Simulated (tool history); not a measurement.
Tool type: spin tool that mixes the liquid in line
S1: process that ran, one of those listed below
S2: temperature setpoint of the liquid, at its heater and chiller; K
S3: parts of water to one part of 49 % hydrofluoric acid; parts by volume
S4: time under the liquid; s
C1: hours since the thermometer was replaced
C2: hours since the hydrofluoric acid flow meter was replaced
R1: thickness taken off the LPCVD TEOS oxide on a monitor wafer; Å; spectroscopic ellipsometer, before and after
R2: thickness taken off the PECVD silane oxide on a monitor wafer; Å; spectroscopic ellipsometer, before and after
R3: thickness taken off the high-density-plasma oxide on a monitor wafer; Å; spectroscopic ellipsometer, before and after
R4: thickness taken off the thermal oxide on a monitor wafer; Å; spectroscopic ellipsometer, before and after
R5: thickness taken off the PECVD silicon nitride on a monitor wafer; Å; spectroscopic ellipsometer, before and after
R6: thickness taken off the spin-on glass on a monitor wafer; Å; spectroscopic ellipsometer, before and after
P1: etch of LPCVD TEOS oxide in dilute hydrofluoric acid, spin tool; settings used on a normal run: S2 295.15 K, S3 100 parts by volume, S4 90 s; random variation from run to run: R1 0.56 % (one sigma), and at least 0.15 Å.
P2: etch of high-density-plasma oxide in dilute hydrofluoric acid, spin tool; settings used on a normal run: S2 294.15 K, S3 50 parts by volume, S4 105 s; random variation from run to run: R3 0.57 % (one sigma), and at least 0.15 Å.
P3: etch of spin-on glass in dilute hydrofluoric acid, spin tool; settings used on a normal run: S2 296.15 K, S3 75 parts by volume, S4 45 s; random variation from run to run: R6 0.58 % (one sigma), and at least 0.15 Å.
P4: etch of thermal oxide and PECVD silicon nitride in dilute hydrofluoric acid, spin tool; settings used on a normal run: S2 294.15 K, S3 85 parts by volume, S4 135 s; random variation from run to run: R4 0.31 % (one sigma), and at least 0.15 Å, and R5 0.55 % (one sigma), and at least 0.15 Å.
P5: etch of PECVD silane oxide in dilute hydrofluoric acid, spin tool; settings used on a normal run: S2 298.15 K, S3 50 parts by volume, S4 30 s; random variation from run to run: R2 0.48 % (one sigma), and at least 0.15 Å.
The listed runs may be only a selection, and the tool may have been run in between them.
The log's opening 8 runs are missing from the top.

Run 9, hour 70.7: S1 P3, S2 296.15 K, S3 20 parts by volume, S4 45 s; C1 1651.6; C2 35.7. Result: R6 637.29 Å.
Run 10, hour 78.4: S1 P5, S2 298.15 K, S3 85 parts by volume, S4 30 s; C1 1659.3; C2 43.4. Result: R2 69.921 Å.
Run 11, hour 90.1: S1 P4, S2 290.15 K, S3 85 parts by volume, S4 135 s; C1 1671; C2 55.1. Result: R4 55.519 Å, R5 27.886 Å.
Run 12, hour 97.8: S1 P4, S2 294.15 K, S3 145 parts by volume, S4 135 s; C1 1678.7; C2 62.8. Result: R4 36.073 Å, R5 21.68 Å.
Run 13, hour 105: S1 P3, S2 296.15 K, S3 75 parts by volume, S4 15 s; C1 1685.9; C2 70. Result: R6 52.724 Å.
Run 14, hour 113.8: S1 P1, S2 295.15 K, S3 100 parts by volume, S4 90 s; C1 1694.7; C2 78.8. Result: R1 152.52 Å.
Run 15, hour 120: S1 P2, S2 294.15 K, S3 85 parts by volume, S4 105 s; C1 1700.9; C2 85. Result: R3 54.617 Å.
Run 16, hour 131.6: S1 P1, S2 295.15 K, S3 170 parts by volume, S4 90 s; C1 1712.5; C2 96.6. Result: R1 83.577 Å.
Run 17, hour 138.5: S1 P2, S2 294.15 K, S3 50 parts by volume, S4 105 s; C1 1719.4; C2 103.5. Result: R3 96.695 Å.
Run 18, hour 150.5: S1 P1, S2 295.15 K, S3 100 parts by volume, S4 45 s; C1 1731.4; C2 115.5. Result: R1 76.585 Å.
Run 19, hour 157.7: S1 P2, S2 294.15 K, S3 50 parts by volume, S4 15 s; C1 1738.6; C2 122.7. Result: R3 13.723 Å.
Run 20, hour 168.6: S1 P4, S2 294.15 K, S3 85 parts by volume, S4 30 s; C1 1749.5; C2 133.6. Result: R4 14.667 Å, R5 7.9466 Å.
Run 21, hour 174.4: S1 P1, S2 295.15 K, S3 60 parts by volume, S4 90 s; C1 1755.3; C2 139.4. Result: R1 269.06 Å.
Run 22, hour 186.2: S1 P1, S2 290.15 K, S3 100 parts by volume, S4 90 s; C1 1767.1; C2 151.2. Result: R1 124.25 Å.
Run 23, hour 192.8: S1 P1, S2 295.15 K, S3 100 parts by volume, S4 170 s; C1 1773.7; C2 157.8. Result: R1 286.98 Å.
Run 24, hour 198.7: S1 P5, S2 298.15 K, S3 50 parts by volume, S4 30 s; C1 1779.6; C2 163.7. Result: R2 124.75 Å.

Run 25 comes next. What will it give?
Run 25, hour 205.4: S1 P3, S2 304.65 K, S3 75 parts by volume, S4 45 s; C1 1786.3; C2 170.4. Result: R6 ?.

{"run 25": {"R6": 219.83}}
